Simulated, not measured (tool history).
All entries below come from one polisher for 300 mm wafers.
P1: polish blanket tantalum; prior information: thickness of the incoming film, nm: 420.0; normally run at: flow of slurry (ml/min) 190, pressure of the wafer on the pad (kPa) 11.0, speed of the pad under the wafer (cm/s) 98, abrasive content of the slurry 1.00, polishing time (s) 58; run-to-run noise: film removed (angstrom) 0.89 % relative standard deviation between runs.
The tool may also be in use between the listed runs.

run	hour	flow of slurry (ml/min)	pressure of the wafer on the pad (kPa)	speed of the pad under the wafer (cm/s)	abrasive content of the slurry	polishing time (s)	wafers polished on this pad	hours since the slurry nozzle was cleaned	hours since the head pressure was calibrated	hours since the slurry blender was calibrated	film removed (angstrom)
1	9.4	190	11.0	98	1.00	58	510	259.4	316.7	268.6	694.74
2	16.4	190	11.0	98	1.00	58	564	266.4	323.7	275.6	690.69
3	26.3	190	15.2	98	1.00	58	641	276.3	333.6	285.5	951.45
4	36.0	190	11.0	98	1.00	26	716	286.0	343.3	295.2	309.64
5	44.7	190	11.0	138	1.00	58	784	294.7	352.0	303.9	963.54
6	50.5	190	11.0	98	1.00	86	829	300.5	357.8	309.7	1029.90
7	60.6	190	11.0	98	1.00	58	907	310.6	367.9	319.8	684.67
8	67.1	190	6.2	62	1.00	58	958	317.1	374.4	326.3	243.25
9	77.2	190	11.0	52	1.00	58	1036	327.2	384.5	336.4	370.29
10	86.9	115	11.0	98	1.00	58	1111	336.9	394.2	346.1	627.33
11	94.1	265	11.0	98	1.00	58	1167	344.1	401.4	353.3	720.82
12	98.8	190	5.5	98	0.55	58	1204	348.8	406.1	358.0	281.00
13	108.2	190	11.0	98	0.55	58	1277	358.2	415.5	367.4	563.36
14	113.0	190	11.0	98	1.25	58	1314	363.0	420.3	372.2	736.97
15	118.9	190	11.0	98	1.00	58	1360	368.9	426.2	378.1	684.85
16	124.4	190	6.9	98	1.00	77	1402	374.4	431.7	383.6	567.61
17	134.7	190	4.8	98	1.00	58	1482	384.7	442.0	393.9	303.13
18	140.4	190	11.0	98	1.00	58	1526	390.4	447.7	399.6	688.48
19	151.0	190	11.0	98	1.00	58	1609	401.0	458.3	410.2	670.16
20	156.6	190	11.0	98	1.00	58	1652	406.6	463.9	415.8	662.01
21	161.8	190	11.0	98	1.00	58	1693	411.8	469.1	421.0	659.85
22	168.0	190	11.0	98	1.00	58	1741	418.0	475.3	427.2	653.91
23	177.8	190	11.0	98	1.00	58	1817	427.8	485.1	437.0	652.50
24	183.3	190	11.0	98	1.00	58	1859	433.3	490.6	442.5	648.37
# hour 188.6: worn pad replaced by a new one
25	189.4	190	11.0	98	1.00	58	6	439.4	496.7	448.6	656.89
26	194.0	190	11.0	98	1.00	58	42	444.0	501.3	453.2	657.02
# hour 200.5: head pressure recalibrated
27	203.9	190	11.0	98	1.00	58	119	453.9	3.4	463.1	649.29
28	211.8	190	11.0	98	1.00	58	180	461.8	11.3	471.0	640.63
29	220.9	190	11.0	98	1.00	58	251	470.9	20.4	480.1	652.44

The log shows P1 creeping away from where it was. Any of the 2 causes listed here, at the size stated for it, fits the log just as well as the others:
A: abrasive missing from the slurry, % = 20.3
B: slurry flow missing at the pad, % = 34.2
The drift started at roughly hour 140.4.
What rules out each remaining cause:
removal rate lost through wear of the pad, %: serviced at hour 188.6, after the drift had started, without restoring the earlier output
head's pressure below its setpoint, %: serviced at hour 200.5, after the drift had started, without restoring the earlier output

Which of the 4 check runs listed below, each an average over 5 wafers with its results shown as question marks, gives clearly different results under the different listed causes?
check 1	230.0	190	11.0	62	1.00	84					?
check 2	230.0	130	11.0	60	1.00	58					?
check 3	230.0	190	6.9	136	1.00	58					?
check 4	230.0	190	6.9	98	1.00	27					?

Expected result of each check under each candidate cause:
check	result	if A	if B
check 1	film removed (angstrom)	590.01	589.95
check 2	film removed (angstrom)	370.33	359.76
check 3	film removed (angstrom)	558.51	558.46
check 4	film removed (angstrom)	187.35	187.33
Per-check spread between the two closest causes, in the result where they differ most: check 1 0.01 %; check 2 2.9 %; check 3 0.01 %; check 4 0.01 %
The other checks would show nearly matching results whichever cause is true, so check 2 is the only one that separates the causes.

Check 2 was then run and gave: film removed (angstrom) 369.75. Which cause is it?

It was cause A: abrasive missing from the slurry, %.

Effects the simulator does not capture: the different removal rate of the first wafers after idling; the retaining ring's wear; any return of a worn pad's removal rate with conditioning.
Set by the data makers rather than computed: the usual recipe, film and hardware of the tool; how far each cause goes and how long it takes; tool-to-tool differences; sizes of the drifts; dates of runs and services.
